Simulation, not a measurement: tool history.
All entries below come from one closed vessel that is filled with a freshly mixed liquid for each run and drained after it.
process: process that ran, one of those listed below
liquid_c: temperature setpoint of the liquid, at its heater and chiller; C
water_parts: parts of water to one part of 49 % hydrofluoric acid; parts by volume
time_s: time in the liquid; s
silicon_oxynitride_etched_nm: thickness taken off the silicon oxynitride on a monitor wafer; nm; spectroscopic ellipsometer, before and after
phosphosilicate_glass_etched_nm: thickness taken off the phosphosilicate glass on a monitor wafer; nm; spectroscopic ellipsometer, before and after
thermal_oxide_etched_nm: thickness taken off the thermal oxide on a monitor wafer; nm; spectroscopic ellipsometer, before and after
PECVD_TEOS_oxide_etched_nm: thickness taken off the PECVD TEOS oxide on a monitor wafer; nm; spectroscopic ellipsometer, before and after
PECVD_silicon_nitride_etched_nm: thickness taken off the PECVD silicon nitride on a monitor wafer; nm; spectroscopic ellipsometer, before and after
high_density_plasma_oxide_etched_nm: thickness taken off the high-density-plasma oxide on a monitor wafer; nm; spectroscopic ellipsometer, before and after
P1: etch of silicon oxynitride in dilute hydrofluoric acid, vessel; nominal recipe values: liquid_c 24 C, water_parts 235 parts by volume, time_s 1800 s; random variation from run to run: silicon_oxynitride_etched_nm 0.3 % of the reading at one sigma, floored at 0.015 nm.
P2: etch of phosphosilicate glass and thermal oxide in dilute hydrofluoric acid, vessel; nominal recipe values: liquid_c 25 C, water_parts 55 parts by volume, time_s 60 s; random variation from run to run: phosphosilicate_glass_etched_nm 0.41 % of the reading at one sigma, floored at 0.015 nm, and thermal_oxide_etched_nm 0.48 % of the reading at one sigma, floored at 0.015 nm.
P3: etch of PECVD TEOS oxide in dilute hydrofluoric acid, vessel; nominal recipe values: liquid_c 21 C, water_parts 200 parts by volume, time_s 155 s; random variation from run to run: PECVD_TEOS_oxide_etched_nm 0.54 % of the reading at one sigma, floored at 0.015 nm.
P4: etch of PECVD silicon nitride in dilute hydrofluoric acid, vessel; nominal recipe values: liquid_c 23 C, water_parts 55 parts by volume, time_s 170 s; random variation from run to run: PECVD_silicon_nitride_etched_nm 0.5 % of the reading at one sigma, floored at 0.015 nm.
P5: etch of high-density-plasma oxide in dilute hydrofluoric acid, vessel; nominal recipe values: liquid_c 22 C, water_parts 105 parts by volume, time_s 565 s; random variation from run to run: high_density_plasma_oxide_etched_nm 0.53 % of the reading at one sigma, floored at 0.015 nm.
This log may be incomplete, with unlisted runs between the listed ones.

run   hour  process  liquid_c  water_parts  time_s  silicon_oxynitride_etched_nm  phosphosilicate_glass_etched_nm  thermal_oxide_etched_nm  PECVD_TEOS_oxide_etched_nm  PECVD_silicon_nitride_etched_nm  high_density_plasma_oxide_etched_nm
  1     11       P1        24          235    1800                        10.246
  2   23.9       P1        32          235    1800                        14.338
  3   31.5       P2        29           55      60                                                         151.66                   6.5056
  4   43.3       P1        24          235    1800                        10.223
  5   52.7       P3        17          200     155                                                                                                              5.1585
  6   59.8       P1        24          235    2710                        15.423
  7   71.6       P1        24          235    1800                        10.309
  8   78.7       P4      28.5           55     170                                                                                                                                               15.228
  9   90.8       P1        20          235    1800                        8.5585
 10  101.8       P1        24          385    1800                        5.6687
 11  108.6       P1        24           80    1800                        33.927
 12  121.2       P3        21          200     155                                                                                                              6.0638
 13  132.4       P4        23           55     285                                                                                                                                               17.753
 14  144.5       P2        25           55      60                                                          130.1                   5.5512
 15  158.6       P1        24          235    1800                        10.268
 16  172.7       P5        22          155     565                                                                                                                                                                                    16.211
 17  179.3       P1        24          235    1800                        10.281
 18  190.2       P2        25           55     100                                                         215.65                   9.2907
 19    202       P4        23           85     170                                                                                                                                               7.0176
 20  211.8       P1        24          235     125                       0.73558
 21  223.7       P1        24          355     240                       0.85038
 22    235       P1      28.5          235     610                         4.217
 23  244.5       P4        23           55     170                                                                                                                                               10.751
 24  256.2       P2        25           35      60                                                         210.76                   8.9517
 25  270.6       P3        21          200     285                                                                                                              11.146
 26  282.8       P3        21          200     155                                                                                                              6.0457
 27  293.4       P5        22          105     920                                                                                                                                                                                     41.18
 28  305.1       P5      29.5          105     565                                                                                                                                                                                    34.126
 29  315.5       P3        21           90     155                                                                                                              15.075
 30  325.3       P4        23           55     170                                                                                                                                               10.637
 31    336       P5        22          105     565                                                                                                                                                                                    25.067
 32  347.1       P2        25           55      60                                                         129.57                   5.6024
 33  355.8       P1      31.5          235     945                        7.3336
 34  366.6       P1        24          235    1800                        10.208
 35  379.5       P1        24          235    1800                        9.8211
 36  386.8       P1        24          235    1800                        9.6342
 37  395.8       P1        24          235    1800                        9.5126
 38    407       P1        24          235    1800                        9.3888
 39  414.9       P1        24          235    1800                        9.4234
 40  426.7       P1        24          235    1800                        9.3772
 41  434.4       P1        24          235    1800                        9.3522
 42  446.5       P1        24          235    1800                        9.2994
 43  459.3       P1        24          235    1800                        9.2407

P1 has crept away from where it was. The log is fitted equally well by each of these 2 causes, at the sizes shown:
A: hydrofluoric acid flow below the setpoint (%) = 8.32
B: liquid colder than its thermometer reads (K) = 2.31
The creep began at about hour 366.6.

Which of the 4 check runs listed below separates the causes, so that each cause would produce a clearly different result? Each run uses one wafer, and its results are marked with question marks.
check 1  472.1       P5      28.5          105     565                                                                                                                                                                                         ?
check 2  472.1       P4      26.5           55     255                                                                                                                                                    ?
check 3  472.1       P2        25           55      85                                                              ?                        ?
check 4  472.1       P3        21           95     270                                                                                                                   ?

What every check run would give for each of its results, assuming each possible cause in turn:
  check                               result    if A    if B
check 1  high_density_plasma_oxide_etched_nm  29.599  29.935
check 2      PECVD_silicon_nitride_etched_nm  18.469  17.251
check 3      phosphosilicate_glass_etched_nm  167.43  167.22
check 3              thermal_oxide_etched_nm  7.1883  7.1793
check 4           PECVD_TEOS_oxide_etched_nm  22.552  22.584
Gap, in per cent, between the two causes that each check separates least, read from the result that separates them most: check 1 1.13 %; check 2 6.82 %; check 3 0.13 %; check 4 0.14 %
Only check 2 tells the causes apart: in the others they would give nearly the same result.

After running check 2, the following was obtained: PECVD_silicon_nitride_etched_nm 17.178 nm. Which cause does this point to?

Of the candidate causes, it is B: liquid colder than its thermometer reads (K).

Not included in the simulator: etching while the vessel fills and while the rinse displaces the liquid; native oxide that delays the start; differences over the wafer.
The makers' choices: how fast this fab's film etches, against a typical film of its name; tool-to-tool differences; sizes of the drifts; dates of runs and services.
